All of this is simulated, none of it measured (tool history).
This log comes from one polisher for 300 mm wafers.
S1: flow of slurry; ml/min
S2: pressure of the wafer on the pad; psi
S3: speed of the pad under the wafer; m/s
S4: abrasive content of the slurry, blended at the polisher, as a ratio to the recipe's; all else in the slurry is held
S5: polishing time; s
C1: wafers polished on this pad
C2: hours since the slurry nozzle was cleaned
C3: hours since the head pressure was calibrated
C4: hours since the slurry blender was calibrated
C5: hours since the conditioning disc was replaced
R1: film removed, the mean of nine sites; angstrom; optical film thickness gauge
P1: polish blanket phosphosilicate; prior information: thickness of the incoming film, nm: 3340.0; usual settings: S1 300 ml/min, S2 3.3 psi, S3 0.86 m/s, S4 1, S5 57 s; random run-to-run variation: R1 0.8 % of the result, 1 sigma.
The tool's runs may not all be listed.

run	day	S1	S2	S3	S4	S5	C1	C2	C3	C4	C5	R1
1	0.267	300	3.3	0.86	1	57	873	181.2	301.1	372.3	248.2	5157
2	0.575	300	3.3	0.86	1	57	922	188.6	308.5	379.7	255.6	5122.8
3	0.838	300	3.3	0.86	1	57	964	194.9	314.8	386	261.9	5156.5
4	1.054	300	3.3	0.86	1.45	80	999	200.1	320	391.2	267.1	8468.7
5	1.358	195	3.3	0.86	1	57	1048	207.4	327.3	398.5	274.4	4881.8
6	1.762	300	3.3	0.86	1	57	1113	217.1	337	408.2	284.1	5110.2
7	1.942	300	3.3	1.16	1	57	1142	221.4	341.3	412.5	288.4	6522.9
8	2.167	455	3.3	0.86	1	57	1178	226.8	346.7	417.9	293.8	5344
9	2.538	300	3.3	0.86	1	57	1237	235.7	355.6	426.8	302.7	5220.6
10	2.821	300	3.3	0.86	1	89	1283	242.5	362.4	433.6	309.5	8027
11	3.079	300	3.3	0.48	1	57	1324	248.7	368.6	439.8	315.7	3233.2
12	3.388	300	1.9	0.86	0.6	57	1374	256.1	376	447.2	323.1	2271.4
13	3.629	300	3.3	0.86	1	38	1413	261.9	381.8	453	328.9	3442.7
14	3.958	300	3.3	0.86	0.55	57	1465	269.8	389.7	460.9	336.8	3758.4
15	4.142	300	3.3	0.86	1.25	57	1495	274.2	394.1	465.3	341.2	5613.9
# day 4.15: conditioning disc replaced and pad reconditioned
16	4.525	300	5.1	0.86	1	57	1556	283.4	403.3	474.5	9.1	7955.3
17	4.888	300	2.3	0.86	1	57	1615	292.1	412	483.2	17.8	3610.9
18	5.171	300	3.3	0.86	1	57	1660	298.9	418.8	490	24.6	5144.8
19	5.404	300	3.3	0.86	1	57	1698	304.5	424.4	495.6	30.2	5003.5

Run 20 has not been measured yet. What should we expect?
20	5.704	300	3.3	0.86	1	57	1746	311.7	431.6	502.8	37.4	?

Run 20 yielded R1 4848.9 angstrom.

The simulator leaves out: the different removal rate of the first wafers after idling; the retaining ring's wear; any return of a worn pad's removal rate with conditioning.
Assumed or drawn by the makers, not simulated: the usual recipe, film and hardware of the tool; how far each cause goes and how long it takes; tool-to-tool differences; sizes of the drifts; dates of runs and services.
